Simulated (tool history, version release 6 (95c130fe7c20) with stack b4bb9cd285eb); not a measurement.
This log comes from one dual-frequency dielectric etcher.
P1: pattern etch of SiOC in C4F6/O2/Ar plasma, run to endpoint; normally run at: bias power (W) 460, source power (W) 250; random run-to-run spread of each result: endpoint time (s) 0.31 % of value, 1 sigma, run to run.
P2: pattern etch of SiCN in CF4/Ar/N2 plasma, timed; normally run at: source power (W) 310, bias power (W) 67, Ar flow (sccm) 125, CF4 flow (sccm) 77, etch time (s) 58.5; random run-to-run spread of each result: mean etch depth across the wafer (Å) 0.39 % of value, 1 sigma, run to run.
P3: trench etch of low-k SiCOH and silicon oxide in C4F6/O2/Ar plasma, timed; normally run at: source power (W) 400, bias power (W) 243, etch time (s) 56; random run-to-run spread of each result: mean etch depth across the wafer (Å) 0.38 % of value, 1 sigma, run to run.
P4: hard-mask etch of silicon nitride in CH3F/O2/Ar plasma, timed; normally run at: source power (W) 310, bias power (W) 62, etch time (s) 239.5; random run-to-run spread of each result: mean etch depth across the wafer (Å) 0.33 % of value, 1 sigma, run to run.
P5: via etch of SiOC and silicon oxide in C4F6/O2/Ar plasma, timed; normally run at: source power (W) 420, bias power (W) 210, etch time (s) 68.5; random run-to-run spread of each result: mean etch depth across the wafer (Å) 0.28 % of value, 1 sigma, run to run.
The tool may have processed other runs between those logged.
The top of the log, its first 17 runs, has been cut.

run,hour,process that ran,bias power (W),source power (W),etch time (s),Ar flow (sccm),CF4 flow (sccm),hours since the last wet clean,hours since the last bias power generator calibration,hours since the last source power generator calibration,endpoint time (s),mean etch depth across the wafer (Å)
18,132.9,P1,641,170,,,,371.1,487.9,2562.2,15.685,
19,139.4,P1,460,250,,,,377.6,494.4,2568.7,15.481,
20,144.5,P4,62,310,239.5,,,382.7,499.5,2573.8,,1538.8
21,151.4,P3,178,400,56,,,389.6,506.4,2580.7,,1855.7
22,157.9,P5,281,420,68.5,,,396.1,512.9,2587.2,,897.51
23,165.7,P3,243,400,56,,,403.9,520.7,2595,,2065.8
24,171.9,P1,460,180,,,,410.1,526.9,2601.2,17.508,
25,176.7,P2,67,310,58.5,125,94,414.9,531.7,2606,,366.24
26,183.6,P1,460,250,,,,421.8,538.6,2612.9,15.477,
27,192.4,P1,367,340,,,,430.6,547.4,2621.7,14.986,
# hour 194: source power generator calibrated
28,197.5,P4,47,310,239.5,,,435.7,552.5,3.5,,1407
29,203.2,P2,41,310,58.5,125,77,441.4,558.2,9.2,,303.8
30,207.9,P2,67,310,58.5,125,77,446.1,562.9,13.9,,356.8
31,212.3,P1,460,320,,,,450.5,567.3,18.3,14.211,
32,221,P5,210,420,68.5,,,459.2,576,27,,815.93

Expected results for the next run?
33,229.8,P1,460,250,,,,468,584.8,35.8,?,

{"run 33": {"endpoint time (s)": 15.507}}

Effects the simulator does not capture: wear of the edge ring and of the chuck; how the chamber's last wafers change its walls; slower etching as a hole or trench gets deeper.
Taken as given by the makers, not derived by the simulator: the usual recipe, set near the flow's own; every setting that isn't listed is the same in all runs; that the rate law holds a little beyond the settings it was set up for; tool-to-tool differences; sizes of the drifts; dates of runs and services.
